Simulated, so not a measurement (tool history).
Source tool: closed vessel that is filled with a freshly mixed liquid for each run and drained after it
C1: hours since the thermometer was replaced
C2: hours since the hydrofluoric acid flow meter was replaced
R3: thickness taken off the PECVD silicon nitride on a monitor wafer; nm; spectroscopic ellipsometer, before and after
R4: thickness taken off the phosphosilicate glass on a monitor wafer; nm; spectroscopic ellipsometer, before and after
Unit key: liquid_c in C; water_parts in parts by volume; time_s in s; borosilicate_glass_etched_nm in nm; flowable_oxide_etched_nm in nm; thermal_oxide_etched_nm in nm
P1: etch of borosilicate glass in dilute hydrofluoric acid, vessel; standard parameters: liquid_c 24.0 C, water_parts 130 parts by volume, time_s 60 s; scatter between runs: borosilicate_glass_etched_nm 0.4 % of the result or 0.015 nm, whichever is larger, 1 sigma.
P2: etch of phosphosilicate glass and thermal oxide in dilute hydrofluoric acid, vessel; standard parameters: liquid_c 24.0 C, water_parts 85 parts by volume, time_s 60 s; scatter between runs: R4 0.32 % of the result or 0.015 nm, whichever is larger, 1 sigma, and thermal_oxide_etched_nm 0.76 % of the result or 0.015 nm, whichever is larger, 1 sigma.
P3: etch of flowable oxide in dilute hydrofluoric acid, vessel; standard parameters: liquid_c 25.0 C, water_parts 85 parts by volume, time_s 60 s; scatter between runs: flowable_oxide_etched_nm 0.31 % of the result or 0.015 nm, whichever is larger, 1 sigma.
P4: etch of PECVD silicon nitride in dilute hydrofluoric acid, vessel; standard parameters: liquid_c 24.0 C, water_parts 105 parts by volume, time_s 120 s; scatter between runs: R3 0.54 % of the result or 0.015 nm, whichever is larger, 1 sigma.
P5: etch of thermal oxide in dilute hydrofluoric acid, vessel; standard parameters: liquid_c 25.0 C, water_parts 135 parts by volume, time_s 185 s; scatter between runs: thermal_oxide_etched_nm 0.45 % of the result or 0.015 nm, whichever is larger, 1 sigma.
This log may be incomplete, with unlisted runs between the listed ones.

run 1 hour=12.9 | process=P1 liquid_c=24.0 water_parts=130 time_s=60 | C1=159.1 C2=668.2 | borosilicate_glass_etched_nm=12.8520
run 2 hour=18.7 | process=P1 liquid_c=24.0 water_parts=130 time_s=60 | C1=164.9 C2=674.0 | borosilicate_glass_etched_nm=12.8740
run 3 hour=24.8 | process=P3 liquid_c=25.0 water_parts=85 time_s=110 | C1=171.0 C2=680.1 | flowable_oxide_etched_nm=28.925
run 4 hour=35.0 | process=P3 liquid_c=19.0 water_parts=85 time_s=60 | C1=181.2 C2=690.3 | flowable_oxide_etched_nm=12.397
run 5 hour=41.6 | process=P1 liquid_c=24.0 water_parts=130 time_s=95 | C1=187.8 C2=696.9 | borosilicate_glass_etched_nm=20.1780
run 6 hour=53.9 | process=P4 liquid_c=24.0 water_parts=105 time_s=35 | C1=200.1 C2=709.2 | R3=1.2182
run 7 hour=64.1 | process=P4 liquid_c=24.0 water_parts=30 time_s=120 | C1=210.3 C2=719.4 | R3=14.2940
run 8 hour=73.5 | process=P4 liquid_c=24.0 water_parts=105 time_s=120 | C1=219.7 C2=728.8 | R3=4.1404
run 9 hour=80.8 | process=P1 liquid_c=24.0 water_parts=130 time_s=30 | C1=227.0 C2=736.1 | borosilicate_glass_etched_nm=6.3949
run 10 hour=92.1 | process=P1 liquid_c=24.0 water_parts=175 time_s=95 | C1=238.3 C2=747.4 | borosilicate_glass_etched_nm=14.2360
run 11 hour=103.1 | process=P1 liquid_c=24.0 water_parts=130 time_s=60 | C1=249.3 C2=758.4 | borosilicate_glass_etched_nm=12.8570
run 12 hour=113.0 | process=P4 liquid_c=24.0 water_parts=105 time_s=120 | C1=259.2 C2=768.3 | R3=4.1786
run 13 hour=126.5 | process=P2 liquid_c=24.0 water_parts=135 time_s=60 | C1=272.7 C2=781.8 | R4=54.228 thermal_oxide_etched_nm=1.9205
run 14 hour=139.2 | process=P5 liquid_c=25.0 water_parts=135 time_s=185 | C1=285.4 C2=794.5 | thermal_oxide_etched_nm=7.1234
run 15 hour=145.4 | process=P2 liquid_c=18.5 water_parts=85 time_s=60 | C1=291.6 C2=800.7 | R4=73.216 thermal_oxide_etched_nm=2.6161
run 16 hour=154.8 | process=P1 liquid_c=24.0 water_parts=70 time_s=60 | C1=301.0 C2=810.1 | borosilicate_glass_etched_nm=25.7230
run 17 hour=161.8 | process=P1 liquid_c=19.5 water_parts=185 time_s=60 | C1=308.0 C2=817.1 | borosilicate_glass_etched_nm=7.1545
run 18 hour=174.7 | process=P1 liquid_c=28.0 water_parts=130 time_s=60 | C1=320.9 C2=830.0 | borosilicate_glass_etched_nm=14.8760
run 19 hour=183.1 | process=P1 liquid_c=24.0 water_parts=220 time_s=60 | C1=329.3 C2=838.4 | borosilicate_glass_etched_nm=6.9116
run 20 hour=192.8 | process=P2 liquid_c=24.0 water_parts=85 time_s=60 | C1=339.0 C2=848.1 | R4=91.781 thermal_oxide_etched_nm=3.2381
run 21 hour=200.0 | process=P3 liquid_c=25.0 water_parts=85 time_s=60 | C1=346.2 C2=855.3 | flowable_oxide_etched_nm=15.781
run 22 hour=207.7 | process=P2 liquid_c=24.0 water_parts=85 time_s=30 | C1=353.9 C2=863.0 | R4=45.773 thermal_oxide_etched_nm=1.5917
run 23 hour=215.4 | process=P1 liquid_c=24.0 water_parts=130 time_s=60 | C1=361.6 C2=870.7 | borosilicate_glass_etched_nm=12.8190
run 24 hour=225.2 | process=P4 liquid_c=30.5 water_parts=105 time_s=120 | C1=371.4 C2=880.5 | R3=6.3833
run 25 hour=231.9 | process=P1 liquid_c=18.0 water_parts=130 time_s=60 | C1=378.1 C2=887.2 | borosilicate_glass_etched_nm=10.1440
run 26 hour=238.8 | process=P1 liquid_c=24.0 water_parts=130 time_s=60 | C1=385.0 C2=894.1 | borosilicate_glass_etched_nm=12.8230
run 27 hour=247.9 | process=P5 liquid_c=25.0 water_parts=250 time_s=185 | C1=394.1 C2=903.2 | thermal_oxide_etched_nm=3.3106
run 28 hour=256.9 | process=P5 liquid_c=25.0 water_parts=135 time_s=280 | C1=403.1 C2=912.2 | thermal_oxide_etched_nm=10.6660
run 29 hour=265.7 | process=P1 liquid_c=24.0 water_parts=130 time_s=60 | C1=411.9 C2=921.0 | borosilicate_glass_etched_nm=12.9040
run 30 hour=276.8 | process=P1 liquid_c=18.5 water_parts=130 time_s=85 | C1=423.0 C2=932.1 | borosilicate_glass_etched_nm=14.5560
run 31 hour=289.0 | process=P1 liquid_c=24.0 water_parts=130 time_s=60 | C1=435.2 C2=944.3 | borosilicate_glass_etched_nm=12.8380
run 32 hour=301.0 | process=P3 liquid_c=25.0 water_parts=20 time_s=60 | C1=447.2 C2=956.3 | flowable_oxide_etched_nm=73.222
run 33 hour=313.7 | process=P5 liquid_c=20.0 water_parts=135 time_s=185 | C1=459.9 C2=969.0 | thermal_oxide_etched_nm=5.7834
run 34 hour=322.1 | process=P1 liquid_c=24.0 water_parts=130 time_s=60 | C1=468.3 C2=977.4 | borosilicate_glass_etched_nm=12.8770
run 35 hour=329.7 | process=P1 liquid_c=24.0 water_parts=130 time_s=60 | C1=475.9 C2=985.0 | borosilicate_glass_etched_nm=12.6570
run 36 hour=338.4 | process=P1 liquid_c=24.0 water_parts=130 time_s=60 | C1=484.6 C2=993.7 | borosilicate_glass_etched_nm=12.4480
run 37 hour=350.7 | process=P1 liquid_c=24.0 water_parts=130 time_s=60 | C1=496.9 C2=1006.0 | borosilicate_glass_etched_nm=12.2940
run 38 hour=357.6 | process=P1 liquid_c=24.0 water_parts=130 time_s=60 | C1=503.8 C2=1012.9 | borosilicate_glass_etched_nm=12.2970
run 39 hour=365.2 | process=P1 liquid_c=24.0 water_parts=130 time_s=60 | C1=511.4 C2=1020.5 | borosilicate_glass_etched_nm=12.2130
run 40 hour=377.0 | process=P1 liquid_c=24.0 water_parts=130 time_s=60 | C1=523.2 C2=1032.3 | borosilicate_glass_etched_nm=12.1610
run 41 hour=388.4 | process=P1 liquid_c=24.0 water_parts=130 time_s=60 | C1=534.6 C2=1043.7 | borosilicate_glass_etched_nm=12.0330
run 42 hour=396.2 | process=P1 liquid_c=24.0 water_parts=130 time_s=60 | C1=542.4 C2=1051.5 | borosilicate_glass_etched_nm=12.0800
run 43 hour=402.5 | process=P1 liquid_c=24.0 water_parts=130 time_s=60 | C1=548.7 C2=1057.8 | borosilicate_glass_etched_nm=12.1060
run 44 hour=408.8 | process=P1 liquid_c=24.0 water_parts=130 time_s=60 | C1=555.0 C2=1064.1 | borosilicate_glass_etched_nm=12.0580
run 45 hour=420.5 | process=P1 liquid_c=24.0 water_parts=130 time_s=60 | C1=566.7 C2=1075.8 | borosilicate_glass_etched_nm=12.0580

The log shows P1 creeping away from where it was. Any of the 2 causes listed here, at the size stated for it, fits the log just as well as the others:
A: liquid colder than its thermometer reads (K) = 1.58
B: hydrofluoric acid flow below the setpoint (%) = 5.18
The drift started at roughly hour 322.1.

Each of the 4 check runs below uses one wafer; its results are left as question marks. Which run tells the causes apart?
run check 1 hour=432.2 | process=P2 liquid_c=24.0 water_parts=130 time_s=30 | R4=? thermal_oxide_etched_nm=?
run check 2 hour=432.2 | process=P3 liquid_c=25.0 water_parts=60 time_s=60 | flowable_oxide_etched_nm=?
run check 3 hour=432.2 | process=P4 liquid_c=24.0 water_parts=35 time_s=120 | R3=?
run check 4 hour=432.2 | process=P5 liquid_c=25.0 water_parts=205 time_s=185 | thermal_oxide_etched_nm=?

Outcome of each check run for each possible cause:
check=check_1 result=R4 if_A=26.668 if_B=26.675
check=check_1 result=thermal_oxide_etched_nm if_A=0.94412 if_B=0.94435
check=check_2 result=flowable_oxide_etched_nm if_A=21.688 if_B=21.836
check=check_3 result=R3 if_A=11.0910 if_B=11.7330
check=check_4 result=thermal_oxide_etched_nm if_A=4.02740 if_B=3.99810
Distance between the nearest two causes, measured in the result of the check that separates them most: check 1 0.03 %; check 2 0.68 %; check 3 5.63 %; check 4 0.73 %
Check 3 tells the causes apart: in the others they would give nearly the same result.

Check 3 was then run and gave: R3 11.0190 nm. Which cause is it?

It was cause A: liquid colder than its thermometer reads (K).

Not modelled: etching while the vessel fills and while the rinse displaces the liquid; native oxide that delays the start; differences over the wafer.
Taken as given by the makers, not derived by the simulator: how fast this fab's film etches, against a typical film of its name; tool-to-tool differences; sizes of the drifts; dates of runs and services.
